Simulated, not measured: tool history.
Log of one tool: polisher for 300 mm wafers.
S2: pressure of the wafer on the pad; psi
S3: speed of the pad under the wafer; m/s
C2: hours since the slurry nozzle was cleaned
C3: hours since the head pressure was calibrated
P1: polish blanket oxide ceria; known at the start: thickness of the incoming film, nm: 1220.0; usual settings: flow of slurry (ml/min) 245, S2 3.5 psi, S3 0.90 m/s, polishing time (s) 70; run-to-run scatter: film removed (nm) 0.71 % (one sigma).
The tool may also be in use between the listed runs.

run 1 hour=4.3 | flow_of_slurry_(ml/min)=245 S2=3.5 S3=0.90 polishing_time_(s)=70 | wafers_polished_on_this_pad=208 C2=129.4 C3=328.9 | film_removed_(nm)=261.45
run 2 hour=7.9 | flow_of_slurry_(ml/min)=310 S2=3.5 S3=0.90 polishing_time_(s)=70 | wafers_polished_on_this_pad=236 C2=133.0 C3=332.5 | film_removed_(nm)=266.89
run 3 hour=11.9 | flow_of_slurry_(ml/min)=245 S2=3.5 S3=0.90 polishing_time_(s)=70 | wafers_polished_on_this_pad=266 C2=137.0 C3=336.5 | film_removed_(nm)=263.51
run 4 hour=16.6 | flow_of_slurry_(ml/min)=145 S2=3.5 S3=0.90 polishing_time_(s)=70 | wafers_polished_on_this_pad=302 C2=141.7 C3=341.2 | film_removed_(nm)=244.54
run 5 hour=22.2 | flow_of_slurry_(ml/min)=245 S2=2.2 S3=1.36 polishing_time_(s)=70 | wafers_polished_on_this_pad=344 C2=147.3 C3=346.8 | film_removed_(nm)=246.28
run 6 hour=26.4 | flow_of_slurry_(ml/min)=245 S2=3.5 S3=0.90 polishing_time_(s)=70 | wafers_polished_on_this_pad=376 C2=151.5 C3=351.0 | film_removed_(nm)=261.00
run 7 hour=31.4 | flow_of_slurry_(ml/min)=245 S2=3.5 S3=0.90 polishing_time_(s)=32 | wafers_polished_on_this_pad=414 C2=156.5 C3=356.0 | film_removed_(nm)=118.94
run 8 hour=37.2 | flow_of_slurry_(ml/min)=245 S2=3.5 S3=0.90 polishing_time_(s)=70 | wafers_polished_on_this_pad=458 C2=162.3 C3=361.8 | film_removed_(nm)=262.48
run 9 hour=41.6 | flow_of_slurry_(ml/min)=245 S2=3.5 S3=0.90 polishing_time_(s)=70 | wafers_polished_on_this_pad=492 C2=166.7 C3=366.2 | film_removed_(nm)=264.14
run 10 hour=46.7 | flow_of_slurry_(ml/min)=245 S2=3.5 S3=0.90 polishing_time_(s)=109 | wafers_polished_on_this_pad=530 C2=171.8 C3=371.3 | film_removed_(nm)=408.73
run 11 hour=53.4 | flow_of_slurry_(ml/min)=245 S2=3.5 S3=0.90 polishing_time_(s)=70 | wafers_polished_on_this_pad=581 C2=178.5 C3=378.0 | film_removed_(nm)=262.75
run 12 hour=58.1 | flow_of_slurry_(ml/min)=245 S2=3.5 S3=0.90 polishing_time_(s)=70 | wafers_polished_on_this_pad=617 C2=183.2 C3=382.7 | film_removed_(nm)=266.22
run 13 hour=64.6 | flow_of_slurry_(ml/min)=245 S2=3.5 S3=1.32 polishing_time_(s)=70 | wafers_polished_on_this_pad=666 C2=189.7 C3=389.2 | film_removed_(nm)=386.05
run 14 hour=68.4 | flow_of_slurry_(ml/min)=245 S2=2.1 S3=0.90 polishing_time_(s)=70 | wafers_polished_on_this_pad=695 C2=193.5 C3=393.0 | film_removed_(nm)=156.12
run 15 hour=75.4 | flow_of_slurry_(ml/min)=330 S2=3.5 S3=0.46 polishing_time_(s)=70 | wafers_polished_on_this_pad=748 C2=200.5 C3=400.0 | film_removed_(nm)=138.67
run 16 hour=82.4 | flow_of_slurry_(ml/min)=245 S2=5.1 S3=0.90 polishing_time_(s)=70 | wafers_polished_on_this_pad=802 C2=207.5 C3=407.0 | film_removed_(nm)=383.43
run 17 hour=85.8 | flow_of_slurry_(ml/min)=245 S2=3.5 S3=0.40 polishing_time_(s)=70 | wafers_polished_on_this_pad=827 C2=210.9 C3=410.4 | film_removed_(nm)=116.32
run 18 hour=92.0 | flow_of_slurry_(ml/min)=245 S2=3.5 S3=0.90 polishing_time_(s)=70 | wafers_polished_on_this_pad=874 C2=217.1 C3=416.6 | film_removed_(nm)=259.85
run 19 hour=95.6 | flow_of_slurry_(ml/min)=245 S2=3.5 S3=0.90 polishing_time_(s)=70 | wafers_polished_on_this_pad=902 C2=220.7 C3=420.2 | film_removed_(nm)=258.63
run 20 hour=102.2 | flow_of_slurry_(ml/min)=245 S2=3.5 S3=0.90 polishing_time_(s)=70 | wafers_polished_on_this_pad=952 C2=227.3 C3=426.8 | film_removed_(nm)=254.70
-- hour=105.5 head pressure recalibrated
run 21 hour=106.5 | flow_of_slurry_(ml/min)=245 S2=3.5 S3=0.90 polishing_time_(s)=70 | wafers_polished_on_this_pad=985 C2=231.6 C3=1.1 | film_removed_(nm)=251.01
run 22 hour=111.1 | flow_of_slurry_(ml/min)=245 S2=3.5 S3=0.90 polishing_time_(s)=70 | wafers_polished_on_this_pad=1020 C2=236.2 C3=5.7 | film_removed_(nm)=252.35
run 23 hour=114.4 | flow_of_slurry_(ml/min)=245 S2=3.5 S3=0.90 polishing_time_(s)=70 | wafers_polished_on_this_pad=1045 C2=239.5 C3=9.0 | film_removed_(nm)=251.15
run 24 hour=121.5 | flow_of_slurry_(ml/min)=245 S2=3.5 S3=0.90 polishing_time_(s)=70 | wafers_polished_on_this_pad=1099 C2=246.6 C3=16.1 | film_removed_(nm)=251.04

The next listed run, before its measurement:
run 25 hour=128.8 | flow_of_slurry_(ml/min)=245 S2=3.5 S3=0.90 polishing_time_(s)=70 | wafers_polished_on_this_pad=1154 C2=253.9 C3=23.4 | film_removed_(nm)=?

film removed (nm): 249.07
